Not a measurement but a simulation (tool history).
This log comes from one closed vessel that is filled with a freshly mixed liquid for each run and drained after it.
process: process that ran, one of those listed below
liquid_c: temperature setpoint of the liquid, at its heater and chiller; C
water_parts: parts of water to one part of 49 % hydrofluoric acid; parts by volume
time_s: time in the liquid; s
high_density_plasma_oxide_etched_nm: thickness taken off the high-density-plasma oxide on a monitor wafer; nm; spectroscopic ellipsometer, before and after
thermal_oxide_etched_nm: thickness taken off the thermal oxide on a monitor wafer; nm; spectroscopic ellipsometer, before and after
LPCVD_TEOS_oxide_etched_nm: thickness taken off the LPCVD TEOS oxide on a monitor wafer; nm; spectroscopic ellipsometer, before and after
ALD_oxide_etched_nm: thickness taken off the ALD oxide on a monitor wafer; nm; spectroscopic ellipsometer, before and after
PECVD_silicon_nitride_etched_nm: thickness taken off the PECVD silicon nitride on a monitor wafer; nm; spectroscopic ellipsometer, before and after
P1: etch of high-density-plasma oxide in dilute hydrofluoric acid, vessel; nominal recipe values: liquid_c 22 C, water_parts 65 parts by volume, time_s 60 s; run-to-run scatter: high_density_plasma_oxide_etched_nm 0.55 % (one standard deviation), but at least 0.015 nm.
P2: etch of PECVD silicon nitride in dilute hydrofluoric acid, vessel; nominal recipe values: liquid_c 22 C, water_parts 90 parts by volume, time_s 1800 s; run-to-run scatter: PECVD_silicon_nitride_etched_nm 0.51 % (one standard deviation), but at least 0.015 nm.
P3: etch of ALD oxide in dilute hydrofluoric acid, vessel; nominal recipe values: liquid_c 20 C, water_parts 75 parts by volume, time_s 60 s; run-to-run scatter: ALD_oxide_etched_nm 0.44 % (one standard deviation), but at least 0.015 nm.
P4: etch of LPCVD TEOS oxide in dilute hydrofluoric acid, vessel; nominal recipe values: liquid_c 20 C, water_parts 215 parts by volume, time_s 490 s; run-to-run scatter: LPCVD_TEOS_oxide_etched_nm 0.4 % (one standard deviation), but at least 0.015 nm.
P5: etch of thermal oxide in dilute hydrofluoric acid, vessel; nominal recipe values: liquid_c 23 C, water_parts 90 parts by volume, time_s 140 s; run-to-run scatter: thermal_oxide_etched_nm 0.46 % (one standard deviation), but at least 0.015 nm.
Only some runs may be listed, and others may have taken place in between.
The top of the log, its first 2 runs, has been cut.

run   hour  process  liquid_c  water_parts  time_s  high_density_plasma_oxide_etched_nm  thermal_oxide_etched_nm  LPCVD_TEOS_oxide_etched_nm  ALD_oxide_etched_nm  PECVD_silicon_nitride_etched_nm
  3   32.7       P1        17           45      60                               7.4585
  4   49.2       P1        22           40      60                               10.457
  5   64.4       P4        20          215     490                                                                                    54.852
  6     73       P5        23           90     140                                                        7.1737
  7   84.7       P3        20           75     105                                                                                                         39.932
      88.1  -- hydrofluoric acid flow meter replaced
  8   97.3       P1        17           65      60                               5.0389
  9  115.2       P3        20          115      60                                                                                                         14.169
 10  124.6       P1        22           65      30                               3.0953
 11    138       P1        26           65      60                               7.3127
 12  150.6       P1        22           65      60                               6.2051
 13  168.5       P1        22           65     100                               10.384
 14  187.1       P2        17           90    1800                                                                                                                                          20.457
 15  205.6       P3        17           75      60                                                                                                         20.138
 16  220.7       P4        20          215     490                                                                                     55.16
 17  236.9       P1        22           65      60                               6.2578
 18    253       P2        22           90      30                                                                                                                                         0.48364
 19  269.6       P3        20           75      60                                                                                                         22.837
 20  278.9       P1        22           65      60                               6.2534
 21  295.8       P1        28           65     100                               13.109
 22  312.4       P2        22           90    1800                                                                                                                                          29.126

Estimate the outcome of run 23 from the log above:
 23  322.5       P1        22           65      60                                    ?

high_density_plasma_oxide_etched_nm: 6.1321 nm
